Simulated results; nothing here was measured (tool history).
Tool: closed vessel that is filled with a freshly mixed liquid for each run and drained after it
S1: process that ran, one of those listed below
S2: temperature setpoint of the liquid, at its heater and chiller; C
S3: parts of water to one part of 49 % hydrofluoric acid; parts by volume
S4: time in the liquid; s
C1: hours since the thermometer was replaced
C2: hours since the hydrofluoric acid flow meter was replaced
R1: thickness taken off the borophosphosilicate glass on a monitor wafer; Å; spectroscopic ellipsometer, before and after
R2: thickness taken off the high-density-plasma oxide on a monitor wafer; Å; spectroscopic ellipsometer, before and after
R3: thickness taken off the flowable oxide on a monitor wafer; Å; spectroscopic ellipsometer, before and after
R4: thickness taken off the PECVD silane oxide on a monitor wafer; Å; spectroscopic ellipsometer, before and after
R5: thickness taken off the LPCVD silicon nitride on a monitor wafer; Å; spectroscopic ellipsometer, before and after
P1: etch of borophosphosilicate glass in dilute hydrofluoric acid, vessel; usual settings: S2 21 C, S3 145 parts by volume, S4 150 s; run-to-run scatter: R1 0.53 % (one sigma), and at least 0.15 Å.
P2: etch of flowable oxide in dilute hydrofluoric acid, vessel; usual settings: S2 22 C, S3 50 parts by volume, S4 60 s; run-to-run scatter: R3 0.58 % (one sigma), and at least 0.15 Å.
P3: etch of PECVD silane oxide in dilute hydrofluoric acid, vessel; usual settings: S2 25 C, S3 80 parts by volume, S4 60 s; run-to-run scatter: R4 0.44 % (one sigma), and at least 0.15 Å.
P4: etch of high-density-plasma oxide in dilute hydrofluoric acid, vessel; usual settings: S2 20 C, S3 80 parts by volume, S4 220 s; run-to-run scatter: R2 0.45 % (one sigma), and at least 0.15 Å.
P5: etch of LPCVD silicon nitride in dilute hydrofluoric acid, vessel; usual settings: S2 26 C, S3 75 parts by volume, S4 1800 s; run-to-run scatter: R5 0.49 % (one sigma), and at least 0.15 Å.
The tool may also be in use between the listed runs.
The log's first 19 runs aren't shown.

run 20 hour=146.1 | S1=P5 S2=21 S3=75 S4=1800 | C1=465 C2=74.4 | R5=93.069
run 21 hour=154.2 | S1=P1 S2=21 S3=195 S4=65 | C1=473.1 C2=82.5 | R1=83.29
run 22 hour=160.5 | S1=P3 S2=25 S3=80 S4=60 | C1=479.4 C2=88.8 | R4=209.39
run 23 hour=169 | S1=P3 S2=25 S3=140 S4=60 | C1=487.9 C2=97.3 | R4=110.7
run 24 hour=177.5 | S1=P2 S2=22 S3=50 S4=60 | C1=496.4 C2=105.8 | R3=618.57
run 25 hour=187.8 | S1=P2 S2=29 S3=50 S4=60 | C1=506.7 C2=116.1 | R3=814.98
run 26 hour=192.7 | S1=P4 S2=20 S3=80 S4=220 | C1=511.6 C2=121 | R2=144.98
run 27 hour=198.6 | S1=P1 S2=21 S3=145 S4=150 | C1=517.5 C2=126.9 | R1=274.29
run 28 hour=207.3 | S1=P5 S2=26 S3=75 S4=1800 | C1=526.2 C2=135.6 | R5=129.78
run 29 hour=213.9 | S1=P1 S2=17 S3=145 S4=150 | C1=532.8 C2=142.2 | R1=234.61
run 30 hour=220.7 | S1=P1 S2=21 S3=145 S4=150 | C1=539.6 C2=149 | R1=272.13
run 31 hour=231.2 | S1=P5 S2=26 S3=75 S4=2800 | C1=550.1 C2=159.5 | R5=200.53
run 32 hour=237.3 | S1=P1 S2=28.5 S3=145 S4=150 | C1=556.2 C2=165.6 | R1=362.86
run 33 hour=246.2 | S1=P1 S2=21 S3=145 S4=150 | C1=565.1 C2=174.5 | R1=273.58
run 34 hour=251.9 | S1=P1 S2=21 S3=145 S4=150 | C1=570.8 C2=180.2 | R1=278.92

Run 35 comes next. What will it give?
run 35 hour=259.4 | S1=P1 S2=21 S3=145 S4=150 | C1=578.3 C2=187.7 | R1=?

{"run 35": {"R1": 279.73}}
